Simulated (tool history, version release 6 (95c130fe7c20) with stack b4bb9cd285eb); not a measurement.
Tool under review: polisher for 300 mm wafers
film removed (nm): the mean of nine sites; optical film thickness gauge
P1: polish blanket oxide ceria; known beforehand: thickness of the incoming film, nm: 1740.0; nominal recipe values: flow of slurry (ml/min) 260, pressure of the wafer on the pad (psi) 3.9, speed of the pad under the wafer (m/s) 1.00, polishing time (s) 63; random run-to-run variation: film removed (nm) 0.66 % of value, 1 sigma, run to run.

run	hour	flow of slurry (ml/min)	pressure of the wafer on the pad (psi)	speed of the pad under the wafer (m/s)	polishing time (s)	wafers polished on this pad	hours since the slurry nozzle was cleaned	hours since the head pressure was calibrated	film removed (nm)
1	10.4	260	3.9	1.00	63	347	302.1	146.4	329.76
2	20.9	260	3.9	1.58	63	468	312.6	156.9	519.47
3	27.9	260	3.9	1.00	63	550	319.6	163.9	330.57
4	39.1	260	3.9	1.00	91	679	330.8	175.1	473.18
5	45.5	160	3.9	1.00	63	754	337.2	181.5	309.39
6	51.6	340	3.9	1.00	63	824	343.3	187.6	334.91
7	59.1	260	3.9	1.00	45	911	350.8	195.1	234.32
8	65.7	260	3.9	1.00	63	988	357.4	201.7	330.55
9	76.1	260	2.0	0.72	63	1109	367.8	212.1	121.98
10	83.2	260	1.8	1.00	63	1191	374.9	219.2	153.17
11	89.1	260	3.9	0.68	63	1259	380.8	225.1	222.84
12	100.1	260	3.9	1.00	63	1387	391.8	236.1	332.68
13	109.6	260	5.8	1.00	63	1497	401.3	245.6	485.99

Predict the results of run 14:
14	116.7	260	3.9	1.00	63	1579	408.4	252.7	?

Run 14 yielded film removed (nm) 325.82.
